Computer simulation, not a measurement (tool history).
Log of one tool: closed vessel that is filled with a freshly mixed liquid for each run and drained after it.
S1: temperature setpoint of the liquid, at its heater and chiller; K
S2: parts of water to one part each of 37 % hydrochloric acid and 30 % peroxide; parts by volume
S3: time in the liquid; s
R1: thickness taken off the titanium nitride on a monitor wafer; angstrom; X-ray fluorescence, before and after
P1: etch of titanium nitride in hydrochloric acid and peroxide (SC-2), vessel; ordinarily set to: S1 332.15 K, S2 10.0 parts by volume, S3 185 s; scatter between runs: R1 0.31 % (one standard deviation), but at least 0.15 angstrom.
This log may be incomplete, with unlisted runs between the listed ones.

run,hour,S1,S2,S3,R1
1,4.3,332.15,10.0,185,119.390
2,6.5,332.15,14.5,60,28.310
# hour 9.0: chemicals flow meter replaced
3,10.6,345.15,6.0,185,395.660
4,14.4,332.15,4.0,185,238.360
5,18.9,332.15,10.0,185,119.300
6,21.5,332.15,10.0,185,119.910
7,25.8,345.15,10.0,185,264.130
8,30.0,332.15,10.0,320,207.830
9,32.8,317.15,10.0,185,44.365
10,35.9,332.15,10.0,75,48.659
11,38.5,332.15,10.0,185,119.090
12,41.0,332.15,10.0,185,119.710
13,43.1,332.15,10.0,185,119.570

Run 14, settings as shown, results not yet in. Your forecast:
14,46.4,332.15,17.0,185,?

Run 14 gave R1 75.992 angstrom.

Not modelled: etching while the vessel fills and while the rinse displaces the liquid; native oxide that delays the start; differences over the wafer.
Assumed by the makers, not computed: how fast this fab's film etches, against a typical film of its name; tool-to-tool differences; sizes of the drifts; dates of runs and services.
